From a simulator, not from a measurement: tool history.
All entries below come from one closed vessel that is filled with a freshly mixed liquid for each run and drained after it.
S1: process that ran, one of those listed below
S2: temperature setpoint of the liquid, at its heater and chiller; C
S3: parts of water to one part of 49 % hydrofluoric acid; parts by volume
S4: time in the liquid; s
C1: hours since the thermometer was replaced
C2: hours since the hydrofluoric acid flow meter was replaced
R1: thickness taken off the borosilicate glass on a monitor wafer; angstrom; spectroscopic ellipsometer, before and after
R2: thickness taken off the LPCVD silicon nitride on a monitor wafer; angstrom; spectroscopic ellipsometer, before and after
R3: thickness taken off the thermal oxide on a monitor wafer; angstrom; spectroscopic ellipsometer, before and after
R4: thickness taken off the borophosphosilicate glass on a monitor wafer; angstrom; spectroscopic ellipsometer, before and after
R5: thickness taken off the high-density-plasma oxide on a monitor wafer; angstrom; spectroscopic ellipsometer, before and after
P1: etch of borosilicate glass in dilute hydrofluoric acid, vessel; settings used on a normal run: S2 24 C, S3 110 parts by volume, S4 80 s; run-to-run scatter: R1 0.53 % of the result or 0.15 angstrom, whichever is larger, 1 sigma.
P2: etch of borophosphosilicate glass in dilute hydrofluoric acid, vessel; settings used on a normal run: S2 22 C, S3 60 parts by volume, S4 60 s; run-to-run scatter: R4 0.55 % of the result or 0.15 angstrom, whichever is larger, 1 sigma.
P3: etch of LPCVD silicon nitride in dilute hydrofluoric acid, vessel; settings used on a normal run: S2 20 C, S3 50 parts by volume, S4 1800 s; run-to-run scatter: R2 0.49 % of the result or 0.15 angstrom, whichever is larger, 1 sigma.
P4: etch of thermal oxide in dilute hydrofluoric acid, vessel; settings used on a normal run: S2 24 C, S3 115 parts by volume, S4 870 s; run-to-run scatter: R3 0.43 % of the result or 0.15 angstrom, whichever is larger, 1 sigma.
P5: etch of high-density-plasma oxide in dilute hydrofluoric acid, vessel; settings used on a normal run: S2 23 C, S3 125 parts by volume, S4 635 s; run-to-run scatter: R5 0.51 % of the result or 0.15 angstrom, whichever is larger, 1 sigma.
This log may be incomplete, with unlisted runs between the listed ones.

run 1 hour=11.7 | S1=P1 S2=24 S3=110 S4=80 | C1=557 C2=560.1 | R1=300.64
run 2 hour=19 | S1=P1 S2=24 S3=200 S4=80 | C1=564.3 C2=567.4 | R1=148.92
-- hour=28 hydrofluoric acid flow meter replaced
run 3 hour=28.5 | S1=P3 S2=20 S3=25 S4=1800 | C1=573.8 C2=0.5 | R2=258.24
run 4 hour=35.8 | S1=P4 S2=24 S3=115 S4=85 | C1=581.1 C2=7.8 | R3=34.892
run 5 hour=45 | S1=P2 S2=17 S3=60 S4=60 | C1=590.3 C2=17 | R4=409.36
run 6 hour=52.6 | S1=P4 S2=24 S3=45 S4=870 | C1=597.9 C2=24.6 | R3=1006.1
run 7 hour=62.2 | S1=P3 S2=20 S3=50 S4=1800 | C1=607.5 C2=34.2 | R2=131.34
run 8 hour=69 | S1=P2 S2=22 S3=60 S4=60 | C1=614.3 C2=41 | R4=507.31
run 9 hour=78.7 | S1=P1 S2=31.5 S3=110 S4=80 | C1=624 C2=50.7 | R1=391.54
run 10 hour=90.6 | S1=P1 S2=19.5 S3=110 S4=30 | C1=635.9 C2=62.6 | R1=93.757
run 11 hour=99.9 | S1=P3 S2=20 S3=50 S4=1800 | C1=645.2 C2=71.9 | R2=131.59
run 12 hour=109.5 | S1=P1 S2=24 S3=110 S4=80 | C1=654.8 C2=81.5 | R1=299.72
run 13 hour=119.9 | S1=P1 S2=24 S3=110 S4=160 | C1=665.2 C2=91.9 | R1=595.81
run 14 hour=126.9 | S1=P2 S2=22 S3=100 S4=60 | C1=672.2 C2=98.9 | R4=291.79
run 15 hour=137.1 | S1=P3 S2=17 S3=50 S4=1800 | C1=682.4 C2=109.1 | R2=107.44
run 16 hour=148 | S1=P3 S2=20 S3=50 S4=130 | C1=693.3 C2=120 | R2=9.7238
run 17 hour=153.9 | S1=P1 S2=24 S3=40 S4=80 | C1=699.2 C2=125.9 | R1=897.53
run 18 hour=164.1 | S1=P1 S2=24 S3=25 S4=35 | C1=709.4 C2=136.1 | R1=634.45
run 19 hour=170.6 | S1=P5 S2=23 S3=125 S4=635 | C1=715.9 C2=142.6 | R5=533.15
run 20 hour=180.6 | S1=P1 S2=24 S3=110 S4=30 | C1=725.9 C2=152.6 | R1=112.19
run 21 hour=191.5 | S1=P5 S2=17 S3=125 S4=635 | C1=736.8 C2=163.5 | R5=422.16
run 22 hour=196.7 | S1=P1 S2=24 S3=110 S4=80 | C1=742 C2=168.7 | R1=298.32
run 23 hour=208.3 | S1=P5 S2=23 S3=125 S4=910 | C1=753.6 C2=180.3 | R5=773.69
run 24 hour=213.7 | S1=P1 S2=24 S3=110 S4=80 | C1=759 C2=185.7 | R1=298.71
run 25 hour=222.2 | S1=P4 S2=32 S3=115 S4=870 | C1=767.5 C2=194.2 | R3=485.74
run 26 hour=232.3 | S1=P4 S2=24 S3=115 S4=870 | C1=777.6 C2=204.3 | R3=357.37
run 27 hour=240.3 | S1=P1 S2=24 S3=110 S4=80 | C1=785.6 C2=212.3 | R1=296.36
run 28 hour=251.7 | S1=P2 S2=22 S3=60 S4=30 | C1=797 C2=223.7 | R4=255.24
run 29 hour=263.5 | S1=P5 S2=23 S3=170 S4=635 | C1=808.8 C2=235.5 | R5=373.36
run 30 hour=271.6 | S1=P1 S2=18 S3=110 S4=80 | C1=816.9 C2=243.6 | R1=234.12
run 31 hour=279.5 | S1=P1 S2=24 S3=110 S4=80 | C1=824.8 C2=251.5 | R1=297.61

Estimate the outcome of run 32 from the log above:
run 32 hour=291.3 | S1=P1 S2=24 S3=110 S4=80 | C1=836.6 C2=263.3 | R1=?

{"run 32": {"R1": 307.95}}
